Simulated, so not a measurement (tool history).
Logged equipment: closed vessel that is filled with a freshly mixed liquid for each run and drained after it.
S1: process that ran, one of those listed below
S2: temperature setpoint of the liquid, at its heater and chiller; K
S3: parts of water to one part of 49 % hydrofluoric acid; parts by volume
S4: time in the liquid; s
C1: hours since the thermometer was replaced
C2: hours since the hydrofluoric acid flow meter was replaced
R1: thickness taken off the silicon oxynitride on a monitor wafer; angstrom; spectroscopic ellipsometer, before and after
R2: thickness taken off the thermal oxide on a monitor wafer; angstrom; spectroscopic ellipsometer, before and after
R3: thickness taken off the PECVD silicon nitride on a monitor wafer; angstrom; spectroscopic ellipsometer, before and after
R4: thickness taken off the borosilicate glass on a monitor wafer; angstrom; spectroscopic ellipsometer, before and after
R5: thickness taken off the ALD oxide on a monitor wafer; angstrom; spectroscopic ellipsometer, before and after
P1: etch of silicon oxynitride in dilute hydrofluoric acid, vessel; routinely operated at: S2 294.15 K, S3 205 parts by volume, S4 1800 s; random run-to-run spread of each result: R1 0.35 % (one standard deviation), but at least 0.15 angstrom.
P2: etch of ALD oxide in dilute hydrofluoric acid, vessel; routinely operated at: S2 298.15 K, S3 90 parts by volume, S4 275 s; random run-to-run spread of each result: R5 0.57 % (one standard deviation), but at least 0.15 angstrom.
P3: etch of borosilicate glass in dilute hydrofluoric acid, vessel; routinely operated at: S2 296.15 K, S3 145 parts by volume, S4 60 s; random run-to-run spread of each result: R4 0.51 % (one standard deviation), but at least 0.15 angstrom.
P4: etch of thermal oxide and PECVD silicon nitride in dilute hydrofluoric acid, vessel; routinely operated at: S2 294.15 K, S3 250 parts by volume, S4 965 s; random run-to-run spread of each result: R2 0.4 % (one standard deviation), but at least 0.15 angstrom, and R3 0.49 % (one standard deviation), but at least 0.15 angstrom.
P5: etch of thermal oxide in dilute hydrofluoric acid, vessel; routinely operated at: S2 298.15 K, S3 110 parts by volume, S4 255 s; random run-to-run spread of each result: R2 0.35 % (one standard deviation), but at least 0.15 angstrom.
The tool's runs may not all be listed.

run,hour,S1,S2,S3,S4,C1,C2,R1,R2,R3,R4,R5
1,4.2,P1,294.15,205,1800,511.8,258,99.822,,,,
2,7.4,P4,302.15,250,965,515,261.2,,185.36,195.29,,
3,9.7,P3,296.15,145,30,517.3,263.5,,,,58.927,
4,14.2,P1,294.15,205,1800,521.8,268,100.17,,,,
5,16.9,P1,294.15,60,1800,524.5,270.7,376.97,,,,
6,21.9,P2,290.15,90,275,529.5,275.7,,,,,226.7
7,26,P5,290.15,110,255,533.6,279.8,,82.636,,,
8,28.4,P3,296.15,145,60,536,282.2,,,,117.75,
9,32.1,P1,294.15,365,1800,539.7,285.9,50.56,,,,
# hour 32.6: hydrofluoric acid flow meter replaced
10,36.7,P5,298.15,110,495,544.3,4.2,,219.84,,,
11,41.3,P1,290.15,115,1800,548.9,8.8,155.68,,,,
12,45,P5,298.15,110,255,552.6,12.5,,113.61,,,
13,49.2,P2,298.15,90,95,556.8,16.7,,,,,107.92
14,52.2,P1,290.15,205,1800,559.8,19.7,82.758,,,,
15,54.5,P2,298.15,90,275,562.1,22,,,,,316.51
16,58.5,P2,298.15,130,275,566.1,26,,,,,205.66
17,62.2,P3,291.65,145,60,569.8,29.7,,,,98.376,
18,65.4,P1,294.15,205,1800,573,32.9,99.594,,,,
19,70.6,P4,294.15,60,965,578.2,38.1,,719.56,484.08,,
20,73.2,P1,294.15,205,630,580.8,40.7,35.096,,,,
21,77.6,P3,296.15,55,60,585.2,45.1,,,,345.57,
22,82.5,P1,298.65,205,1800,590.1,50,122.32,,,,
23,86.6,P1,294.15,205,2590,594.2,54.1,143.57,,,,
24,91.4,P4,294.15,250,965,599,58.9,,140.18,120.12,,
# hour 92.2: thermometer replaced
25,95.6,P4,294.15,250,965,3.5,63.1,,140,119.15,,
26,98.7,P5,298.15,175,255,6.6,66.2,,66.638,,,
27,102.4,P1,294.15,205,1800,10.3,69.9,100.1,,,,
28,106.4,P1,294.15,205,1800,14.3,73.9,99.254,,,,
29,111.2,P1,294.15,205,1800,19.1,78.7,100.37,,,,
30,115.5,P5,298.15,110,255,23.4,83,,114.3,,,
31,120,P4,294.15,250,110,27.9,87.5,,16.118,13.737,,

Run 32 has not been measured yet. What should we expect?
32,122.8,P1,294.15,205,1800,30.7,90.3,?,,,,

R1: 99.707 angstrom
